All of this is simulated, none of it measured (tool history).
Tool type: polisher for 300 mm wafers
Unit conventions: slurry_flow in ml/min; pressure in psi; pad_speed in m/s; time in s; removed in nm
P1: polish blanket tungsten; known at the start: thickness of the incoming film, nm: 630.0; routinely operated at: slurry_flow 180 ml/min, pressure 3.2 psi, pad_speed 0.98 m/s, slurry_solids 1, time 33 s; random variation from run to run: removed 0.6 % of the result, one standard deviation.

run,hour,slurry_flow,pressure,pad_speed,slurry_solids,time,wafers polished on this pad,hours since the slurry nozzle was cleaned,hours since the head pressure was calibrated,hours since the slurry blender was calibrated,hours since the slurry got fresh peroxide,removed
1,8.3,180,3.2,0.98,1,33,1090,333.2,199.4,85.1,40,116.14
2,16.3,180,3.2,0.98,1,33,1171,341.2,207.4,93.1,48,115.4
3,28.9,180,3.2,0.98,1.3,33,1298,353.8,220,105.7,60.6,123.74
# hour 34: slurry blender recalibrated
4,40.7,180,3.2,0.98,1,33,1416,365.6,231.8,6.8,72.4,116.34
5,49.6,180,3.2,0.52,1,21,1506,374.5,240.7,15.7,81.3,39.315
6,60,180,3.2,1.36,1,18,1611,384.9,251.1,26.1,91.7,87.947
7,69.8,180,3.2,0.44,1,33,1709,394.7,260.9,35.9,101.5,52.124
8,78.8,180,3.2,0.98,0.55,33,1800,403.7,269.9,44.9,110.5,100.64
9,89.1,180,3.2,0.98,1,33,1903,414,280.2,55.2,120.8,116.51
10,103.4,180,3.2,0.98,1,43,2047,428.3,294.5,69.5,135.1,150.58
11,111.1,180,4.9,0.98,1,33,2125,436,302.2,77.2,142.8,177.78
12,121.6,110,3.2,0.98,1,33,2231,446.5,312.7,87.7,153.3,107.03
13,133.3,180,3.2,1.54,1,33,2348,458.2,324.4,99.4,165,181.44
14,143.9,180,2.3,0.98,1,33,2455,468.8,335,110,175.6,83.196
# hour 147.6: worn pad replaced by a new one
15,153.6,180,3.2,0.98,1,33,60,478.5,344.7,119.7,185.3,115.31
16,166.2,180,3.2,0.98,1,15,187,491.1,357.3,132.3,197.9,53.081
17,178.1,180,3.2,1.5,1,47,307,503,369.2,144.2,209.8,250.29
18,185.2,260,3.2,0.98,1,33,379,510.1,376.3,151.3,216.9,121.52
19,198.8,180,3.2,0.98,1,33,515,523.7,389.9,164.9,230.5,116.77
20,208.8,180,3.2,0.98,1,33,616,533.7,399.9,174.9,240.5,112.45
21,221.1,180,3.2,0.98,1,33,740,546,412.2,187.2,252.8,112.09
# hour 233.5: worn pad replaced by a new one
# hour 235.3: slurry blender recalibrated
22,235.4,180,3.2,0.98,1,33,19,560.3,426.5,0.2,267.1,109.61
# hour 244.5: slurry tank refilled with fresh slurry and peroxide
23,246,180,3.2,0.98,1,33,126,570.9,437.1,10.8,1.5,108.83
24,257.7,180,3.2,0.98,1,33,243,582.6,448.8,22.5,13.2,107.44
25,268.2,180,3.2,0.98,1,33,349,593.1,459.3,33,23.7,108.64
26,280.3,180,3.2,0.98,1,33,471,605.2,471.4,45.1,35.8,107.74
27,293.5,180,3.2,0.98,1,33,604,618.4,484.6,58.3,49,107.89

What P1 gives has crept off from where it sat before. The 2 causes that follow fit the log equally well, each at the size noted:
A: head's pressure below its setpoint, % = 7.05
B: slurry flow missing at the pad, % = 34
The gradual shift began around hour 198.8.
All other causes, with the reason each is excluded:
removal rate lost through wear of the pad, %: maintenance at hour 233.5, after the shift began, did not return the process to its former output
abrasive missing from the slurry, %: maintenance at hour 235.3, after the shift began, did not return the process to its former output
peroxide lost from the slurry, %: maintenance at hour 244.5, after the shift began, did not return the process to its former output

Each of the check runs listed below is run on 2 wafers and reports their average, with the results left as question marks. Pick the one under which the possible causes would lead to clearly different results.
check 1,306.7,180,3.2,0.66,1,33,,,,,,?
check 2,306.7,180,3.2,0.98,1.25,33,,,,,,?
check 3,306.7,115,3.2,1.22,1,33,,,,,,?
check 4,306.7,180,4.2,1.34,1,33,,,,,,?

Check results expected under each cause:
check,result,if A,if B
check 1,removed,72.658,72.653
check 2,removed,113.8,113.79
check 3,removed,123.96,119.54
check 4,removed,193.62,193.6
Per-check spread between the two closest causes, in the result where they differ most: check 1 0.01 %; check 2 0.01 %; check 3 3.63 %; check 4 0.01 %
Only in check 3 would the causes give clearly different results; in the remaining checks their results would be nearly the same.

Check 3 was then run and gave: removed 119.53 nm. Which cause is it?

The cause is B: slurry flow missing at the pad, %.

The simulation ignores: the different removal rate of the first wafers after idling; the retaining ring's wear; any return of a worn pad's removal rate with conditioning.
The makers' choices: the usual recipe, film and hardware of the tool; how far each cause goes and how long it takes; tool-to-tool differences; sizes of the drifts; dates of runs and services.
